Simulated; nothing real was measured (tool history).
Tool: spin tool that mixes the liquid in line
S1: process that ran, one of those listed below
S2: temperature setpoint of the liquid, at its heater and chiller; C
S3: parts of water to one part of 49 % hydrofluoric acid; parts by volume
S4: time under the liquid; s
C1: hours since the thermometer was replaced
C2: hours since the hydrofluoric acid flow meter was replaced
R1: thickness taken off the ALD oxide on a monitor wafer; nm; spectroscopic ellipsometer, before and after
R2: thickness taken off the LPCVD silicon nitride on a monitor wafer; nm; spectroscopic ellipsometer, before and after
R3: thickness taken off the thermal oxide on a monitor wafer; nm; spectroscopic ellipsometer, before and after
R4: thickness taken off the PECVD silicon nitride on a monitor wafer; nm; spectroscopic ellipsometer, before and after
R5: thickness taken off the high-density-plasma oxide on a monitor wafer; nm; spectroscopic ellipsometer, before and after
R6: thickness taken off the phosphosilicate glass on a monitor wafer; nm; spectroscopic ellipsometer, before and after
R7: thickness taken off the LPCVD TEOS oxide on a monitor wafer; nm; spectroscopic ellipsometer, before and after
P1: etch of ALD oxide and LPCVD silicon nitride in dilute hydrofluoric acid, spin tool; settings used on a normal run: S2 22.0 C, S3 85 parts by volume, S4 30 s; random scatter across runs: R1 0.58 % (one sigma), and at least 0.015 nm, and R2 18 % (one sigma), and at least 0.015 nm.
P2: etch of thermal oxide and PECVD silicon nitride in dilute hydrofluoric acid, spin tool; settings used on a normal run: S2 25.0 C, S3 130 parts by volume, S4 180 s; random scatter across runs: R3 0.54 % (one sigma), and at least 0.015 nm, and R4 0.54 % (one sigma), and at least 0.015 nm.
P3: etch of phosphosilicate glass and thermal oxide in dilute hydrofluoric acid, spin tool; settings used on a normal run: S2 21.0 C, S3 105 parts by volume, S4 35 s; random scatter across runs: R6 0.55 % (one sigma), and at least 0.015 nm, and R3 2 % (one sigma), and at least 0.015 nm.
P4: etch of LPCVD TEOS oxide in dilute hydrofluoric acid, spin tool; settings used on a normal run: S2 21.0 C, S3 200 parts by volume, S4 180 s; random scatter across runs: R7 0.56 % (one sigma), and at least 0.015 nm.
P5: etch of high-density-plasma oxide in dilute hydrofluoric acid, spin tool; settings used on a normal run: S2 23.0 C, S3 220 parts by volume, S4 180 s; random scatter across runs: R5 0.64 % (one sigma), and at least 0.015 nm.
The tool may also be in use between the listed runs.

| run | day | S1 | S2 | S3 | S4 | C1 | C2 | R1 | R2 | R3 | R4 | R5 | R6 | R7 |
|---|---|---|---|---|---|---|---|---|---|---|---|---|---|---|
| 1 | 0.538 | P1 | 22.0 | 85 | 30 | 388.7 | 604.2 | 5.5385 | 0.182990 |  |  |  |  |  |
| 2 | 0.962 | P1 | 22.0 | 85 | 30 | 398.9 | 614.4 | 5.5622 | 0.116010 |  |  |  |  |  |
| 3 | 1.329 | P2 | 25.0 | 225 | 180 | 407.7 | 623.2 |  |  | 3.55740 | 2.3684 |  |  |  |
| 4 | 1.696 | P5 | 17.5 | 220 | 180 | 416.5 | 632.0 |  |  |  |  | 2.7841 |  |  |
| 5 | 2.038 | P2 | 25.0 | 130 | 180 | 424.7 | 640.2 |  |  | 6.78080 | 4.0694 |  |  |  |
| 6 | 2.712 | P5 | 23.0 | 220 | 180 | 440.9 | 656.4 |  |  |  |  | 3.4679 |  |  |
| 7 | 3.346 | P1 | 22.0 | 85 | 15 | 456.1 | 671.6 | 2.7696 | 0.072846 |  |  |  |  |  |
| 8 | 3.967 | P3 | 21.0 | 105 | 35 | 471.0 | 686.5 |  |  | 1.29860 |  |  | 58.259 |  |
| 9 | 4.450 | P3 | 27.5 | 105 | 35 | 482.6 | 698.1 |  |  | 1.86100 |  |  | 75.514 |  |
| 10 | 5.067 | P2 | 32.5 | 130 | 180 | 497.4 | 712.9 |  |  | 8.97590 | 6.5337 |  |  |  |
| 11 | 5.558 | P2 | 25.0 | 130 | 180 | 509.2 | 724.7 |  |  | 6.88280 | 4.0686 |  |  |  |
| 12 | 6.079 | P2 | 25.0 | 130 | 360 | 521.7 | 737.2 |  |  | 13.59700 | 8.0603 |  |  |  |
| 13 | 6.458 | P4 | 26.5 | 200 | 180 | 530.8 | 746.3 |  |  |  |  |  |  | 19.184 |
| 14 | 6.854 | P5 | 23.0 | 220 | 180 | 540.3 | 755.8 |  |  |  |  | 3.4318 |  |  |
| 15 | 7.238 | P1 | 22.0 | 85 | 30 | 549.5 | 765.0 | 5.5426 | 0.188550 |  |  |  |  |  |
| 16 | 7.792 | P3 | 21.0 | 105 | 15 | 562.8 | 778.3 |  |  | 0.56725 |  |  | 25.036 |  |
| 17 | 8.267 | P1 | 22.0 | 30 | 30 | 574.2 | 789.7 | 16.8220 | 0.481000 |  |  |  |  |  |
| 18 | 8.938 | P1 | 22.0 | 85 | 30 | 590.3 | 805.8 | 5.5607 | 0.132900 |  |  |  |  |  |
| 19 | 9.517 | P4 | 21.0 | 200 | 180 | 604.2 | 819.7 |  |  |  |  |  |  | 15.674 |
| 20 | 10.092 | P4 | 21.0 | 200 | 180 | 618.0 | 833.5 |  |  |  |  |  |  | 15.553 |
| 21 | 10.462 | P5 | 23.0 | 40 | 180 | 626.9 | 842.4 |  |  |  |  | 22.9700 |  |  |
| 22 | 10.842 | P5 | 23.0 | 220 | 315 | 636.0 | 851.5 |  |  |  |  | 5.9542 |  |  |
| 23 | 11.546 | P1 | 17.0 | 85 | 30 | 652.9 | 868.4 | 4.5565 | 0.109900 |  |  |  |  |  |
| 24 | 12.025 | P1 | 22.0 | 85 | 60 | 664.4 | 879.9 | 11.1160 | 0.276750 |  |  |  |  |  |
| 25 | 12.542 | P4 | 21.0 | 65 | 180 | 676.8 | 892.3 |  |  |  |  |  |  | 56.232 |
| 26 | 13.017 | P3 | 21.0 | 30 | 35 | 688.2 | 903.7 |  |  | 5.27990 |  |  | 224.930 |  |
| 27 | 13.400 | P1 | 22.0 | 130 | 30 | 697.4 | 912.9 | 3.4825 | 0.114740 |  |  |  |  |  |
| 28 | 13.988 | P3 | 21.0 | 105 | 35 | 711.5 | 927.0 |  |  | 1.33230 |  |  | 59.389 |  |
| 29 | 14.546 | P4 | 21.0 | 200 | 310 | 724.9 | 940.4 |  |  |  |  |  |  | 27.114 |
| 30 | 15.012 | P1 | 27.0 | 85 | 30 | 736.1 | 951.6 | 6.7833 | 0.244970 |  |  |  |  |  |
| 31 | 15.596 | P1 | 22.0 | 55 | 60 | 750.1 | 965.6 | 17.8060 | 0.525770 |  |  |  |  |  |
| 32 | 16.279 | P1 | 22.0 | 85 | 30 | 766.5 | 982.0 | 5.5723 | 0.165900 |  |  |  |  |  |

Run 33 is up next; what results do you expect?
| 33 | 16.742 | P1 | 22.0 | 85 | 30 | 777.6 | 993.1 | ? | ? |  |  |  |  |  |

Logged for run 33: R1 5.7914 nm, R2 0.164960 nm.
